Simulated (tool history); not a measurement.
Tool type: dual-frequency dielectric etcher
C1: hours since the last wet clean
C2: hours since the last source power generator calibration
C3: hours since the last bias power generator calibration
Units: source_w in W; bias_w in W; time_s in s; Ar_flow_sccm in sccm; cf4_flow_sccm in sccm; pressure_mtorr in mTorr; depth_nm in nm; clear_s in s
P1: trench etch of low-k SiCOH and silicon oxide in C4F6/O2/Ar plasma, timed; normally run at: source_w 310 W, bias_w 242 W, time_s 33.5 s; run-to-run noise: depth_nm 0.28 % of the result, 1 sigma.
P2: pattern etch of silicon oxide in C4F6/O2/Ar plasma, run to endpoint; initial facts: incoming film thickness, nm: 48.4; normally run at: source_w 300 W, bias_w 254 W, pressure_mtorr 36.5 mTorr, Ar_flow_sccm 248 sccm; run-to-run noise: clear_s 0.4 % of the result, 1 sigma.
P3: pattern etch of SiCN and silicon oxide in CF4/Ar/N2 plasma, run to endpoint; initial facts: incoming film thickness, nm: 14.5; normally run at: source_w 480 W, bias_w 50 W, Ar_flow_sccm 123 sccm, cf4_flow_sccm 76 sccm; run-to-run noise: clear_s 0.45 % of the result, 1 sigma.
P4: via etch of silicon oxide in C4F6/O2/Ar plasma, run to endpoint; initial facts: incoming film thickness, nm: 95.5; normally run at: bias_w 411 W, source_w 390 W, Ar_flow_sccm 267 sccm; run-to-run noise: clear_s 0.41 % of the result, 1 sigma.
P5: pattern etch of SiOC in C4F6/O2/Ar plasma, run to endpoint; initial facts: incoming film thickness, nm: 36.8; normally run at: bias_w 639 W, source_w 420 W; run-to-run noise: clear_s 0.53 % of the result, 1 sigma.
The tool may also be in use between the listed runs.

{"run": 1, "day": 0.167, "process": "P1", "source_w": 310, "bias_w": 242, "time_s": 33.5, "C1": 84.4, "C2": 2865.8, "C3": 2193.0, "depth_nm": 106.7}
{"run": 2, "day": 0.517, "process": "P1", "source_w": 180, "bias_w": 242, "time_s": 33.5, "C1": 92.8, "C2": 2874.2, "C3": 2201.4, "depth_nm": 86.85}
{"run": 3, "day": 0.858, "process": "P5", "source_w": 420, "bias_w": 907, "C1": 101.0, "C2": 2882.4, "C3": 2209.6, "clear_s": 9.6187}
{"run": 4, "day": 1.117, "process": "P1", "source_w": 310, "bias_w": 242, "time_s": 41.0, "C1": 107.2, "C2": 2888.6, "C3": 2215.8, "depth_nm": 130.86}
{"run": 5, "day": 1.279, "process": "P3", "source_w": 480, "bias_w": 50, "Ar_flow_sccm": 123, "cf4_flow_sccm": 103, "C1": 111.1, "C2": 2892.5, "C3": 2219.7, "clear_s": 17.112}
{"run": 6, "day": 1.492, "process": "P1", "source_w": 310, "bias_w": 328, "time_s": 33.5, "C1": 116.2, "C2": 2897.6, "C3": 2224.8, "depth_nm": 118.54}
{"run": 7, "day": 1.75, "process": "P1", "source_w": 380, "bias_w": 297, "time_s": 33.5, "C1": 122.4, "C2": 2903.8, "C3": 2231.0, "depth_nm": 123.62}
{"day": 2.075, "done": "bias power generator calibrated"}
{"run": 8, "day": 2.083, "process": "P5", "source_w": 420, "bias_w": 639, "C1": 130.4, "C2": 2911.8, "C3": 0.3, "clear_s": 10.946}
{"run": 9, "day": 2.288, "process": "P4", "source_w": 550, "bias_w": 411, "Ar_flow_sccm": 267, "C1": 135.3, "C2": 2916.7, "C3": 5.2, "clear_s": 20.25}
{"run": 10, "day": 2.592, "process": "P5", "source_w": 420, "bias_w": 639, "C1": 142.6, "C2": 2924.0, "C3": 12.5, "clear_s": 10.897}
{"run": 11, "day": 2.767, "process": "P1", "source_w": 310, "bias_w": 242, "time_s": 33.5, "C1": 146.8, "C2": 2928.2, "C3": 16.7, "depth_nm": 106.5}
{"run": 12, "day": 3.075, "process": "P2", "source_w": 300, "bias_w": 254, "Ar_flow_sccm": 318, "pressure_mtorr": 36.5, "C1": 154.2, "C2": 2935.6, "C3": 24.1, "clear_s": 16.108}
{"run": 13, "day": 3.325, "process": "P1", "source_w": 310, "bias_w": 242, "time_s": 33.5, "C1": 160.2, "C2": 2941.6, "C3": 30.1, "depth_nm": 107.06}
{"run": 14, "day": 3.662, "process": "P4", "source_w": 390, "bias_w": 411, "Ar_flow_sccm": 267, "C1": 168.3, "C2": 2949.7, "C3": 38.2, "clear_s": 23.088}
{"run": 15, "day": 3.879, "process": "P3", "source_w": 610, "bias_w": 50, "Ar_flow_sccm": 123, "cf4_flow_sccm": 76, "C1": 173.5, "C2": 2954.9, "C3": 43.4, "clear_s": 14.609}
{"run": 16, "day": 4.088, "process": "P1", "source_w": 310, "bias_w": 183, "time_s": 33.5, "C1": 178.5, "C2": 2959.9, "C3": 48.4, "depth_nm": 97.6}
{"run": 17, "day": 4.317, "process": "P2", "source_w": 300, "bias_w": 254, "Ar_flow_sccm": 248, "pressure_mtorr": 36.5, "C1": 184.0, "C2": 2965.4, "C3": 53.9, "clear_s": 15.652}
{"run": 18, "day": 4.638, "process": "P1", "source_w": 310, "bias_w": 242, "time_s": 33.5, "C1": 191.7, "C2": 2973.1, "C3": 61.6, "depth_nm": 106.8}
{"run": 19, "day": 4.929, "process": "P4", "source_w": 390, "bias_w": 411, "Ar_flow_sccm": 319, "C1": 198.7, "C2": 2980.1, "C3": 68.6, "clear_s": 23.403}
{"run": 20, "day": 5.121, "process": "P3", "source_w": 480, "bias_w": 50, "Ar_flow_sccm": 123, "cf4_flow_sccm": 76, "C1": 203.3, "C2": 2984.7, "C3": 73.2, "clear_s": 18.128}
{"run": 21, "day": 5.325, "process": "P1", "source_w": 310, "bias_w": 242, "time_s": 33.5, "C1": 208.2, "C2": 2989.6, "C3": 78.1, "depth_nm": 106.61}
{"run": 22, "day": 5.629, "process": "P2", "source_w": 200, "bias_w": 254, "Ar_flow_sccm": 248, "pressure_mtorr": 36.5, "C1": 215.5, "C2": 2996.9, "C3": 85.4, "clear_s": 18.331}
{"run": 23, "day": 5.896, "process": "P3", "source_w": 480, "bias_w": 63, "Ar_flow_sccm": 123, "cf4_flow_sccm": 76, "C1": 221.9, "C2": 3003.3, "C3": 91.8, "clear_s": 16.81}
{"run": 24, "day": 6.171, "process": "P1", "source_w": 410, "bias_w": 193, "time_s": 33.5, "C1": 228.5, "C2": 3009.9, "C3": 98.4, "depth_nm": 109.86}
{"run": 25, "day": 6.454, "process": "P5", "source_w": 500, "bias_w": 639, "C1": 235.3, "C2": 3016.7, "C3": 105.2, "clear_s": 10.361}
{"run": 26, "day": 6.729, "process": "P2", "source_w": 300, "bias_w": 254, "Ar_flow_sccm": 248, "pressure_mtorr": 46.5, "C1": 241.9, "C2": 3023.3, "C3": 111.8, "clear_s": 16.229}
{"run": 27, "day": 6.892, "process": "P4", "source_w": 390, "bias_w": 512, "Ar_flow_sccm": 267, "C1": 245.8, "C2": 3027.2, "C3": 115.7, "clear_s": 21.07}
{"run": 28, "day": 7.05, "process": "P1", "source_w": 240, "bias_w": 192, "time_s": 33.5, "C1": 249.6, "C2": 3031.0, "C3": 119.5, "depth_nm": 89.106}
{"run": 29, "day": 7.354, "process": "P1", "source_w": 310, "bias_w": 242, "time_s": 33.5, "C1": 256.9, "C2": 3038.3, "C3": 126.8, "depth_nm": 106.75}
{"run": 30, "day": 7.633, "process": "P2", "source_w": 300, "bias_w": 360, "Ar_flow_sccm": 248, "pressure_mtorr": 36.5, "C1": 263.6, "C2": 3045.0, "C3": 133.5, "clear_s": 13.888}
{"run": 31, "day": 7.879, "process": "P3", "source_w": 480, "bias_w": 50, "Ar_flow_sccm": 123, "cf4_flow_sccm": 76, "C1": 269.5, "C2": 3050.9, "C3": 139.4, "clear_s": 18.082}
{"run": 32, "day": 8.162, "process": "P1", "source_w": 310, "bias_w": 242, "time_s": 33.5, "C1": 276.3, "C2": 3057.7, "C3": 146.2, "depth_nm": 106.71}
{"run": 33, "day": 8.35, "process": "P1", "source_w": 410, "bias_w": 242, "time_s": 33.5, "C1": 280.8, "C2": 3062.2, "C3": 150.7, "depth_nm": 119.3}
{"run": 34, "day": 8.562, "process": "P1", "source_w": 310, "bias_w": 242, "time_s": 20.0, "C1": 285.9, "C2": 3067.3, "C3": 155.8, "depth_nm": 63.745}
{"run": 35, "day": 8.792, "process": "P4", "source_w": 390, "bias_w": 411, "Ar_flow_sccm": 267, "C1": 291.4, "C2": 3072.8, "C3": 161.3, "clear_s": 22.844}
{"run": 36, "day": 9.146, "process": "P3", "source_w": 480, "bias_w": 50, "Ar_flow_sccm": 155, "cf4_flow_sccm": 76, "C1": 299.9, "C2": 3081.3, "C3": 169.8, "clear_s": 18.873}
{"run": 37, "day": 9.3, "process": "P1", "source_w": 310, "bias_w": 242, "time_s": 33.5, "C1": 303.6, "C2": 3085.0, "C3": 173.5, "depth_nm": 106.3}
{"run": 38, "day": 9.6, "process": "P1", "source_w": 310, "bias_w": 242, "time_s": 33.5, "C1": 310.8, "C2": 3092.2, "C3": 180.7, "depth_nm": 107.29}
{"run": 39, "day": 9.775, "process": "P1", "source_w": 310, "bias_w": 242, "time_s": 33.5, "C1": 315.0, "C2": 3096.4, "C3": 184.9, "depth_nm": 107.93}
{"run": 40, "day": 9.971, "process": "P1", "source_w": 310, "bias_w": 242, "time_s": 33.5, "C1": 319.7, "C2": 3101.1, "C3": 189.6, "depth_nm": 107.31}
{"run": 41, "day": 10.129, "process": "P1", "source_w": 310, "bias_w": 242, "time_s": 33.5, "C1": 323.5, "C2": 3104.9, "C3": 193.4, "depth_nm": 107.64}
{"day": 10.183, "done": "wet clean of the chamber"}
{"run": 42, "day": 10.3, "process": "P1", "source_w": 310, "bias_w": 242, "time_s": 33.5, "C1": 2.8, "C2": 3109.0, "C3": 197.5, "depth_nm": 108.02}
{"run": 43, "day": 10.471, "process": "P1", "source_w": 310, "bias_w": 242, "time_s": 33.5, "C1": 6.9, "C2": 3113.1, "C3": 201.6, "depth_nm": 108.03}
{"run": 44, "day": 10.742, "process": "P1", "source_w": 310, "bias_w": 242, "time_s": 33.5, "C1": 13.4, "C2": 3119.6, "C3": 208.1, "depth_nm": 108.2}
{"run": 45, "day": 10.996, "process": "P1", "source_w": 310, "bias_w": 242, "time_s": 33.5, "C1": 19.5, "C2": 3125.7, "C3": 214.2, "depth_nm": 107.84}
{"run": 46, "day": 11.154, "process": "P1", "source_w": 310, "bias_w": 242, "time_s": 33.5, "C1": 23.3, "C2": 3129.5, "C3": 218.0, "depth_nm": 108.58}
{"run": 47, "day": 11.479, "process": "P1", "source_w": 310, "bias_w": 242, "time_s": 33.5, "C1": 31.1, "C2": 3137.3, "C3": 225.8, "depth_nm": 108.34}
{"run": 48, "day": 11.746, "process": "P1", "source_w": 310, "bias_w": 242, "time_s": 33.5, "C1": 37.5, "C2": 3143.7, "C3": 232.2, "depth_nm": 107.81}

Something has made what P1 gives creep away from where it was; the 2 causes below, each at its own stated size, fit the log equally well:
A: bias power that arrives over what is set, % = 4.27
B: source power that arrives over what is set, % = 3.83
The creep began at about day 9.300.
The rest of the possible causes, and what rules out each one:
chamber walls in a state that raises the etch rate, %: serviced at day 10.183, after the change had begun; the process did not return to its earlier output

You are offered 4 check runs, listed below with question marks in place of their results; each one averages 3 wafers. Which run separates the listed causes by giving clearly different results for each?
{"run": "check 1", "day": 12.012, "process": "P3", "source_w": 480, "bias_w": 50, "Ar_flow_sccm": 123, "cf4_flow_sccm": 76, "clear_s": "?"}
{"run": "check 2", "day": 12.012, "process": "P5", "source_w": 420, "bias_w": 639, "clear_s": "?"}
{"run": "check 3", "day": 12.012, "process": "P2", "source_w": 300, "bias_w": 254, "Ar_flow_sccm": 248, "pressure_mtorr": 36.5, "clear_s": "?"}
{"run": "check 4", "day": 12.012, "process": "P4", "source_w": 390, "bias_w": 411, "Ar_flow_sccm": 267, "clear_s": "?"}

Expected result of each check under each candidate cause:
check=check_1 result=clear_s if_A=17.8960 if_B=17.5380
check=check_2 result=clear_s if_A=10.8700 if_B=10.8960
check=check_3 result=clear_s if_A=15.4790 if_B=15.4820
check=check_4 result=clear_s if_A=22.6330 if_B=22.6610
Distance between the nearest two causes, measured in the result of the check that separates them most: check 1 2.02 %; check 2 0.24 %; check 3 0.02 %; check 4 0.13 %
Only check 1 tells the causes apart: in the others they would give nearly the same result.

With check 1 done, the readings were: clear_s 17.4890 s. Identify which of the listed causes applies.

The correct cause is B, namely: source power that arrives over what is set, %.
